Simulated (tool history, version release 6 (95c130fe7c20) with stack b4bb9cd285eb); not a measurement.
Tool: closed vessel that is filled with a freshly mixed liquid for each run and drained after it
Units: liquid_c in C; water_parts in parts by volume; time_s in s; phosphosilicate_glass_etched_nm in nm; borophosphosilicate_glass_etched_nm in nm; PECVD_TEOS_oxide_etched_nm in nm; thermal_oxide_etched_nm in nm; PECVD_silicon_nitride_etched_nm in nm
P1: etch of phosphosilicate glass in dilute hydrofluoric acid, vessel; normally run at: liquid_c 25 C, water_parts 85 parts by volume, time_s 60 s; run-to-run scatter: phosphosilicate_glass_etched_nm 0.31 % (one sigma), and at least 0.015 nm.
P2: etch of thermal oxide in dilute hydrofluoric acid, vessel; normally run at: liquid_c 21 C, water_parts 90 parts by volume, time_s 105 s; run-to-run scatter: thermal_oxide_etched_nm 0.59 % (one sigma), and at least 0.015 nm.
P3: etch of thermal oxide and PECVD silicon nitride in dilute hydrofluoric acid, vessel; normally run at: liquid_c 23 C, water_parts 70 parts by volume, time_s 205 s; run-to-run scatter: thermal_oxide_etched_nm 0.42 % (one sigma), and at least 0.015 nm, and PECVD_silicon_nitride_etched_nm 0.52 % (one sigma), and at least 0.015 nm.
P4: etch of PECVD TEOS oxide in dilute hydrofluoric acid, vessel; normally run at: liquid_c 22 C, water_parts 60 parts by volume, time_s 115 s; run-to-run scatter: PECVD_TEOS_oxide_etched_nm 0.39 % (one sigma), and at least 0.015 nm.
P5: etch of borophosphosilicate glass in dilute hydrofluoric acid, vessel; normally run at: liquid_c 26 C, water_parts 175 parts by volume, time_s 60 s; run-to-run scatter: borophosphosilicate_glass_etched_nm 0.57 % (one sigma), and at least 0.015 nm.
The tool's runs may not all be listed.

run	day	process	liquid_c	water_parts	time_s	hours since the thermometer was replaced	hours since the hydrofluoric acid flow meter was replaced	phosphosilicate_glass_etched_nm	borophosphosilicate_glass_etched_nm	PECVD_TEOS_oxide_etched_nm	thermal_oxide_etched_nm	PECVD_silicon_nitride_etched_nm
1	0.392	P1	25	85	60	1006.1	602.5	153.21				
2	0.712	P1	25	85	60	1013.8	610.2	154.14				
3	1.112	P5	26	95	60	1023.4	619.8		41.694			
4	1.512	P4	27	60	115	1033	629.4			32.335		
5	1.925	P3	17	70	205	1042.9	639.3				10.966	3.0021
6	2.367	P4	22	60	205	1053.5	649.9			46.751		
7	2.929	P1	25	85	90	1067	663.4	229.97				
8	3.25	P2	21	90	105	1074.7	671.1				4.6763	
9	3.721	P1	19.5	85	60	1086	682.4	122.88				
10	4.233	P1	25	85	30	1098.3	694.7	76.963				
11	4.575	P3	23	70	205	1106.5	702.9				13.925	4.584
12	5.121	P1	25	85	60	1119.6	716	153.72				
13	5.525	P2	21	90	105	1129.3	725.7				4.6926	
14	5.958	P2	21	90	170	1139.7	736.1				7.6255	
15	6.412	P4	22	105	115	1150.6	747			14.221		
16	6.962	P1	25	145	60	1163.8	760.2	83.302				
17	7.338	P3	23	70	30	1172.8	769.2				2.0403	0.66161
18	7.858	P1	30.5	85	30	1185.3	781.7	94.652				
19	8.338	P1	25	85	60	1196.8	793.2	153.79				
20	8.692	P1	25	45	60	1205.3	801.7	305.07				
21	9.208	P5	31.5	175	60	1217.7	814.1		25.413			
# day 9.712: thermometer replaced
22	9.729	P2	21	25	105	0.4	826.6				18.313	
23	10.25	P5	26	175	95	12.9	839.1		32.756			
24	10.725	P5	26	175	60	24.3	850.5		20.534			
25	11.104	P3	23	110	205	33.4	859.6				8.413	2.8892
26	11.412	P4	22	60	115	40.8	867			26.345		
27	11.988	P1	25	85	60	54.6	880.8	153.3				
28	12.254	P2	26	90	105	61	887.2				5.7533	
29	12.821	P1	29.5	85	60	74.6	900.8	181.57				
30	13.133	P1	25	85	60	82.1	908.3	153.57				
31	13.6	P1	25	85	60	93.3	919.5	158.16				
32	13.95	P1	25	85	60	101.7	927.9	160.78				
33	14.438	P1	25	85	60	113.4	939.6	162.78				
34	15.017	P1	25	85	60	127.3	953.5	165.34				
35	15.3	P1	25	85	60	134.1	960.3	165.31				
36	15.783	P1	25	85	60	145.7	971.9	164.78				
37	16.325	P1	25	85	60	158.7	984.9	165.51				
38	16.779	P1	25	85	60	169.6	995.8	166.84				

What P1 gives has crept away from where it was. These 2 causes fit the log equally well, each at the size given:
A: hydrofluoric acid flow above the setpoint (%) = 7.29
B: liquid hotter than its thermometer reads (K) = 1.98
The creep began at about day 13.133.

4 check runs are offered, one wafer each, their results left as question marks. Which one tells the causes apart?
check 1	17.233	P5	26	100	60				?			
check 2	17.233	P3	23	105	205						?	?
check 3	17.233	P2	24	90	105						?	
check 4	17.233	P4	26.5	60	170					?		

What each check would give under each cause:
check	result	if A	if B
check 1	borophosphosilicate_glass_etched_nm	42.862	42.743
check 2	thermal_oxide_etched_nm	9.6474	9.6408
check 2	PECVD_silicon_nitride_etched_nm	3.2879	3.4946
check 3	thermal_oxide_etched_nm	5.7434	5.7447
check 4	PECVD_TEOS_oxide_etched_nm	50.615	50.74
How far apart the two closest causes lie, in the result that separates them most: check 1 0.28 %; check 2 6.1 %; check 3 0.02 %; check 4 0.25 %
Check 2 tells the causes apart: in the others they would give nearly the same result.

Check 2 was then run and gave: thermal_oxide_etched_nm 9.7122 nm; PECVD_silicon_nitride_etched_nm 3.2719 nm. Which cause is it?

It is A: hydrofluoric acid flow above the setpoint (%).
